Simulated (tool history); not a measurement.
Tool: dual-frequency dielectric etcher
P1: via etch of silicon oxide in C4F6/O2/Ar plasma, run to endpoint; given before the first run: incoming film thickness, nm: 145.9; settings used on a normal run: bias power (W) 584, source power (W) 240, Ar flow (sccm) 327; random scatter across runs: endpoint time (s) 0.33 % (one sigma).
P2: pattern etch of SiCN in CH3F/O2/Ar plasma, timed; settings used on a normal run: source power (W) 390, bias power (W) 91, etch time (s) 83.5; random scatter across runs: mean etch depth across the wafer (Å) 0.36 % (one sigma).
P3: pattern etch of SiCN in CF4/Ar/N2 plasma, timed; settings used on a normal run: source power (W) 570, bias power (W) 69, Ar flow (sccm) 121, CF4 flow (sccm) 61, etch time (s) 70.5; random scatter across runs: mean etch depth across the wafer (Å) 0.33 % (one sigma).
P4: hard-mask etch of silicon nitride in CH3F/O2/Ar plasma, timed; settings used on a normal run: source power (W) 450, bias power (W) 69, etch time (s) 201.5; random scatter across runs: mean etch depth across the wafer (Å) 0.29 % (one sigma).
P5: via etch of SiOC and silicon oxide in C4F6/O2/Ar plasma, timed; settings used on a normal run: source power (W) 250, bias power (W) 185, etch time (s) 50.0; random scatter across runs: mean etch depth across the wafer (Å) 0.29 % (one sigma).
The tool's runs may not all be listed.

run,hour,process that ran,bias power (W),source power (W),Ar flow (sccm),CF4 flow (sccm),etch time (s),endpoint time (s),mean etch depth across the wafer (Å)
1,4.4,P1,584,240,327,,,37.548,
2,6.9,P1,584,300,327,,,34.441,
3,10.5,P1,409,240,327,,,42.857,
4,13.7,P3,69,340,121,61,70.5,,450.23
5,16.8,P3,69,570,121,61,39.0,,388.84
6,20.3,P2,91,390,,,83.5,,351.92
7,24.6,P1,584,240,327,,,37.682,
8,29.0,P1,723,240,327,,,34.446,
9,32.1,P3,95,570,121,61,70.5,,793.26
10,35.5,P5,185,250,,,50.0,,463.47
11,39.8,P1,584,280,227,,,34.095,
12,42.5,P1,448,240,215,,,39.682,
13,47.5,P1,584,240,327,,,37.569,
14,53.0,P2,129,390,,,83.5,,402.24
15,56.5,P1,584,240,327,,,37.507,
16,60.7,P3,69,570,121,61,70.5,,702.91
17,63.5,P1,584,190,327,,,40.615,
18,68.9,P4,69,340,,,201.5,,1258.90
19,72.6,P5,185,330,,,50.0,,516.84
20,77.1,P5,185,250,,,50.0,,463.12
21,80.7,P5,238,250,,,50.0,,506.09

Estimate the outcome of run 22 from the log above:
22,85.1,P2,91,390,,,83.5,,?

Run 22 produced mean etch depth across the wafer (Å) 348.09.

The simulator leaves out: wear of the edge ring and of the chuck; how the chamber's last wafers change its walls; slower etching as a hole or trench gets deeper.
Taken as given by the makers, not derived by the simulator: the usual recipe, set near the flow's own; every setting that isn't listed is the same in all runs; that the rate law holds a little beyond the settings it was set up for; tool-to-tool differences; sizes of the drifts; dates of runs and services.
